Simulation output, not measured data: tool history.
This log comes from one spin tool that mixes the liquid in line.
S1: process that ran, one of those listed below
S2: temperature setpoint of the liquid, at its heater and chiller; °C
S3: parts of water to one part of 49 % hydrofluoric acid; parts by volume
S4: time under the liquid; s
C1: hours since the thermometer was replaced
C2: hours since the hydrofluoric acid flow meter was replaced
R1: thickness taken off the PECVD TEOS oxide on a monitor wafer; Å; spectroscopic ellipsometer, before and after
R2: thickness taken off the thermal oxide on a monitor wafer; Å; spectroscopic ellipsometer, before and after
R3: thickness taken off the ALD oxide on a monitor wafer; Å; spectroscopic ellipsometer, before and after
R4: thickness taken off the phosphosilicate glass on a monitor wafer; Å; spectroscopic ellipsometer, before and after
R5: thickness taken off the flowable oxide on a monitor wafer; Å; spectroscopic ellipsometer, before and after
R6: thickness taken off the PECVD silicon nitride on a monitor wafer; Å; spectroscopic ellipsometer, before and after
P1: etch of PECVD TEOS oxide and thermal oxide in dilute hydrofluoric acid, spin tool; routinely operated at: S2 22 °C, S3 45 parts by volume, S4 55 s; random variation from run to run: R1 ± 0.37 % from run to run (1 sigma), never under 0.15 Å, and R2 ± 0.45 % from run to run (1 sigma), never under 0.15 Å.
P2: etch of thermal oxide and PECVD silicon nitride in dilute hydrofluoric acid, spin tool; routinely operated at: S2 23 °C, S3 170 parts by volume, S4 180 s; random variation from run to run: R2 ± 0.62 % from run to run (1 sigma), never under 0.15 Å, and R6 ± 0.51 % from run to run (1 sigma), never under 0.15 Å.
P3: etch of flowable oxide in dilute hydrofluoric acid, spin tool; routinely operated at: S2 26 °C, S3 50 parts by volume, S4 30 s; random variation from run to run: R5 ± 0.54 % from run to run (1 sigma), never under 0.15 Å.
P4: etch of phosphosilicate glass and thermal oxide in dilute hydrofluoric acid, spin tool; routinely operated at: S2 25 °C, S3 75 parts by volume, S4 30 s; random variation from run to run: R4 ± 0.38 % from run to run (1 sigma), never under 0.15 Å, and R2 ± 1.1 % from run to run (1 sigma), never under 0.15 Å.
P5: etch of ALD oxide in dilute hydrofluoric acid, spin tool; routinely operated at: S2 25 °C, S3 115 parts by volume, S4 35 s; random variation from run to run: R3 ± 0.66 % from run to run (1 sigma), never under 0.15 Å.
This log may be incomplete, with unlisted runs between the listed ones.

Run 1, day 0.45: S1 P1, S2 22 °C, S3 45 parts by volume, S4 55 s; C1 621.7; C2 640.6. Result: R1 314.38 Å, R2 55.297 Å.
Run 2, day 0.883: S1 P5, S2 25 °C, S3 115 parts by volume, S4 35 s; C1 632.1; C2 651. Result: R3 42.496 Å.
Run 3, day 1.404: S1 P4, S2 19.5 °C, S3 75 parts by volume, S4 30 s; C1 644.6; C2 663.5. Result: R2 17.056 Å, R4 678.58 Å.
Run 4, day 1.804: S1 P3, S2 26 °C, S3 50 parts by volume, S4 30 s; C1 654.2; C2 673.1. Result: R5 228.08 Å.
Run 5, day 2.3: S1 P5, S2 25 °C, S3 115 parts by volume, S4 35 s; C1 666.1; C2 685. Result: R3 42.853 Å.
Run 6, day 2.8: S1 P4, S2 25 °C, S3 75 parts by volume, S4 15 s; C1 678.1; C2 697. Result: R2 10.359 Å, R4 424.11 Å.
Run 7, day 3.067: S1 P1, S2 22 °C, S3 20 parts by volume, S4 55 s; C1 684.5; C2 703.4. Result: R1 731.31 Å, R2 127.15 Å.
Run 8, day 3.342: S1 P1, S2 22 °C, S3 25 parts by volume, S4 80 s; C1 691.1; C2 710. Result: R1 847.51 Å, R2 148.06 Å.
Run 9, day 3.762: S1 P1, S2 22 °C, S3 45 parts by volume, S4 55 s; C1 701.2; C2 720.1. Result: R1 316.16 Å, R2 54.865 Å.
Run 10, day 4.271: S1 P4, S2 25 °C, S3 75 parts by volume, S4 30 s; C1 713.4; C2 732.3. Result: R2 21.098 Å, R4 849.09 Å.
Run 11, day 4.642: S1 P3, S2 26 °C, S3 25 parts by volume, S4 30 s; C1 722.3; C2 741.2. Result: R5 463.27 Å.
Run 12, day 4.983: S1 P2, S2 31 °C, S3 170 parts by volume, S4 180 s; C1 730.5; C2 749.4. Result: R2 57.598 Å, R6 70.311 Å.
Run 13, day 5.492: S1 P5, S2 25 °C, S3 115 parts by volume, S4 15 s; C1 742.7; C2 761.6. Result: R3 18.272 Å.
Run 14, day 5.842: S1 P1, S2 22 °C, S3 45 parts by volume, S4 55 s; C1 751.1; C2 770. Result: R1 313.23 Å, R2 54.757 Å.
Run 15, day 6.283: S1 P1, S2 18.5 °C, S3 45 parts by volume, S4 25 s; C1 761.7; C2 780.6. Result: R1 122.69 Å, R2 21.794 Å.
Run 16, day 6.617: S1 P5, S2 25 °C, S3 165 parts by volume, S4 35 s; C1 769.7; C2 788.6. Result: R3 27.53 Å.
Run 17, day 6.867: S1 P2, S2 23 °C, S3 170 parts by volume, S4 180 s; C1 775.7; C2 794.6. Result: R2 43.581 Å, R6 42.991 Å.
Run 18, day 7.288: S1 P3, S2 26 °C, S3 50 parts by volume, S4 15 s; C1 785.8; C2 804.7. Result: R5 111.81 Å.
Run 19, day 7.858: S1 P1, S2 30 °C, S3 20 parts by volume, S4 55 s; C1 799.5; C2 818.4. Result: R1 1007.6 Å, R2 178.8 Å.
Run 20, day 8.3: S1 P1, S2 22 °C, S3 45 parts by volume, S4 55 s; C1 810.1; C2 829. Result: R1 315.71 Å, R2 54.968 Å.
Run 21, day 8.583: S1 P1, S2 22 °C, S3 75 parts by volume, S4 55 s; C1 816.9; C2 835.8. Result: R1 180.44 Å, R2 31.906 Å.
Run 22, day 9.138: S1 P1, S2 29.5 °C, S3 45 parts by volume, S4 55 s; C1 830.2; C2 849.1. Result: R1 428.36 Å, R2 75.572 Å.
Run 23, day 9.454: S1 P1, S2 22 °C, S3 45 parts by volume, S4 90 s; C1 837.8; C2 856.7. Result: R1 511.74 Å, R2 90.429 Å.
Run 24, day 9.879: S1 P2, S2 23 °C, S3 170 parts by volume, S4 80 s; C1 848; C2 866.9. Result: R2 19.343 Å, R6 19.211 Å.
Run 25, day 10.438: S1 P1, S2 17 °C, S3 45 parts by volume, S4 55 s; C1 861.4; C2 880.3. Result: R1 252.95 Å, R2 44.158 Å.
Run 26, day 10.912: S1 P4, S2 25 °C, S3 25 parts by volume, S4 30 s; C1 872.8; C2 891.7. Result: R2 68.538 Å, R4 2729.4 Å.
Run 27, day 11.221: S1 P1, S2 22 °C, S3 45 parts by volume, S4 15 s; C1 880.2; C2 899.1. Result: R1 85.375 Å, R2 14.861 Å.
Run 28, day 11.538: S1 P5, S2 17 °C, S3 115 parts by volume, S4 35 s; C1 887.8; C2 906.7. Result: R3 30.652 Å.
Run 29, day 11.854: S1 P3, S2 20.5 °C, S3 50 parts by volume, S4 30 s; C1 895.4; C2 914.3. Result: R5 179.48 Å.
Run 30, day 12.246: S1 P2, S2 23 °C, S3 300 parts by volume, S4 180 s; C1 904.8; C2 923.7. Result: R2 21.712 Å, R6 24.137 Å.
Run 31, day 12.746: S1 P1, S2 22 °C, S3 45 parts by volume, S4 55 s; C1 916.8; C2 935.7. Result: R1 314.72 Å, R2 55.097 Å.
Run 32, day 13.021: S1 P1, S2 22 °C, S3 45 parts by volume, S4 55 s; C1 923.4; C2 942.3. Result: R1 323.05 Å, R2 56.232 Å.
Run 33, day 13.433: S1 P1, S2 22 °C, S3 45 parts by volume, S4 55 s; C1 933.3; C2 952.2. Result: R1 330.6 Å, R2 57.72 Å.
Run 34, day 13.817: S1 P1, S2 22 °C, S3 45 parts by volume, S4 55 s; C1 942.5; C2 961.4. Result: R1 334.66 Å, R2 58.914 Å.
Run 35, day 14.367: S1 P1, S2 22 °C, S3 45 parts by volume, S4 55 s; C1 955.7; C2 974.6. Result: R1 340.3 Å, R2 59.536 Å.
Run 36, day 14.879: S1 P1, S2 22 °C, S3 45 parts by volume, S4 55 s; C1 968; C2 986.9. Result: R1 342.43 Å, R2 59.757 Å.
Run 37, day 15.288: S1 P1, S2 22 °C, S3 45 parts by volume, S4 55 s; C1 977.8; C2 996.7. Result: R1 342.79 Å, R2 60.613 Å.
Run 38, day 15.621: S1 P1, S2 22 °C, S3 45 parts by volume, S4 55 s; C1 985.8; C2 1004.7. Result: R1 344.95 Å, R2 60.277 Å.
Run 39, day 16.067: S1 P1, S2 22 °C, S3 45 parts by volume, S4 55 s; C1 996.5; C2 1015.4. Result: R1 348.01 Å, R2 60.458 Å.
Run 40, day 16.362: S1 P1, S2 22 °C, S3 45 parts by volume, S4 55 s; C1 1003.6; C2 1022.5. Result: R1 345.22 Å, R2 60.353 Å.
Run 41, day 16.938: S1 P1, S2 22 °C, S3 45 parts by volume, S4 55 s; C1 1017.4; C2 1036.3. Result: R1 346.96 Å, R2 60.466 Å.

The log shows P1 creeping away from where it was. Any of the 2 causes listed here, at the size stated for it, fits the log just as well as the others:
A: liquid hotter than its thermometer reads (K) = 2.35
B: hydrofluoric acid flow above the setpoint (%) = 9.69
The process output started creeping at around day 12.746.

Which of the 4 check runs listed below separates the causes, so that each cause would produce a clearly different result? Each run uses one wafer, and its results are marked with question marks.
Run check 1, day 17.512: S1 P2, S2 23 °C, S3 170 parts by volume, S4 180 s. Result: R2 ?, R6 ?.
Run check 2, day 17.512: S1 P5, S2 25 °C, S3 115 parts by volume, S4 35 s. Result: R3 ?.
Run check 3, day 17.512: S1 P4, S2 25 °C, S3 75 parts by volume, S4 30 s. Result: R2 ?, R4 ?.
Run check 4, day 17.512: S1 P3, S2 26 °C, S3 50 parts by volume, S4 30 s. Result: R5 ?.

Expected result of each check under each candidate cause:
  check  result    if A    if B
check 1      R2  47.254  48.235
check 1      R6  49.779  46.927
check 2      R3  46.345  47.039
check 3      R2  22.962  23.151
check 3      R4  928.17  935.78
check 4      R5  248.12  249.22
How far apart the two closest causes lie, in the result that separates them most: check 1 5.9 %; check 2 1.49 %; check 3 0.82 %; check 4 0.44 %
Only check 1 tells the causes apart: in the others they would give nearly the same result.

After running check 1, the following was obtained: R2 46.571 Å; R6 49.801 Å. Which cause does this point to?

It was cause A: liquid hotter than its thermometer reads (K).
